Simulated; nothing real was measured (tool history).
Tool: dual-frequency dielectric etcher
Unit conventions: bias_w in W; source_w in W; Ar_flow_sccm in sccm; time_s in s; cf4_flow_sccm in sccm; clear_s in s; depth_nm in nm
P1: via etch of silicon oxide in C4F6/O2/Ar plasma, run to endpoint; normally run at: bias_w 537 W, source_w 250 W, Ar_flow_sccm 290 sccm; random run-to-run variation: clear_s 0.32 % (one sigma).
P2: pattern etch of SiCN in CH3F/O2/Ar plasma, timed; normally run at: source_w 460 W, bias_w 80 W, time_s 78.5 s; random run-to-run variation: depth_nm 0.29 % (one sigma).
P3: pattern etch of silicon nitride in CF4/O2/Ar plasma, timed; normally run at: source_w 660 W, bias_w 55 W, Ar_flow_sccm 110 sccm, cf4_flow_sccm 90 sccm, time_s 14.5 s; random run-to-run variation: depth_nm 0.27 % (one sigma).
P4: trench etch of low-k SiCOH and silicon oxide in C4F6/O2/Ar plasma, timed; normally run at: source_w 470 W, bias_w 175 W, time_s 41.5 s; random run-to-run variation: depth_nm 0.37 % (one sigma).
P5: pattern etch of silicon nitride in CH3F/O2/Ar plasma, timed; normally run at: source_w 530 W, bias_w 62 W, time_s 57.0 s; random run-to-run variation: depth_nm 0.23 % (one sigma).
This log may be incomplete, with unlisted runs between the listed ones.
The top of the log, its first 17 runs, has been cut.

run,day,process,bias_w,source_w,Ar_flow_sccm,time_s,cf4_flow_sccm,hours since the last wet clean,hours since the last bias power generator calibration,hours since the last source power generator calibration,hours since the last Ar flow controller change,clear_s,depth_nm
18,3.608,P3,55,800,110,14.5,90,427.0,2902.2,2421.0,533.1,,42.868
19,3.762,P5,44,530,,57.0,,430.7,2905.9,2424.7,536.8,,37.427
20,3.946,P1,728,250,290,,,435.1,2910.3,2429.1,541.2,17.402,
21,4.100,P4,103,470,,41.5,,438.8,2914.0,2432.8,544.9,,115.860
22,4.338,P3,55,660,110,14.5,90,444.5,2919.7,2438.5,550.6,,36.490
23,4.567,P4,175,640,,41.5,,450.0,2925.2,2444.0,556.1,,152.880
24,4.725,P3,68,660,110,14.5,90,453.8,2929.0,2447.8,559.9,,39.351
25,4.875,P1,537,300,290,,,457.4,2932.6,2451.4,563.5,18.237,
26,5.129,P5,62,530,,57.0,,463.5,2938.7,2457.5,569.6,,41.594
27,5.267,P1,537,250,348,,,466.8,2942.0,2460.8,572.9,20.019,
28,5.471,P1,537,250,290,,,471.7,2946.9,2465.7,577.8,19.680,
# day 5.617: Ar flow controller replaced
29,5.650,P5,62,530,,57.0,,476.0,2951.2,2470.0,0.9,,41.620
30,5.858,P1,352,250,337,,,481.0,2956.2,2475.0,5.9,23.320,
31,6.021,P3,55,660,110,14.5,90,484.9,2960.1,2478.9,9.8,,36.280
32,6.138,P1,537,250,290,,,487.7,2962.9,2481.7,12.6,19.517,
33,6.296,P5,62,530,,83.5,,491.5,2966.7,2485.5,16.4,,60.924
34,6.417,P2,100,460,,78.5,,494.4,2969.6,2488.4,19.3,,34.363
35,6.554,P1,537,250,290,,,497.7,2972.9,2491.7,22.6,19.492,
36,6.762,P1,537,250,290,,,502.7,2977.9,2496.7,27.6,19.468,
37,6.975,P1,537,250,290,,,507.8,2983.0,2501.8,32.7,19.351,
38,7.146,P1,537,250,290,,,511.9,2987.1,2505.9,36.8,19.388,

Estimate the outcome of run 39 from the log above:
39,7.288,P1,537,250,290,,,515.3,2990.5,2509.3,40.2,?,

clear_s: 19.361 s
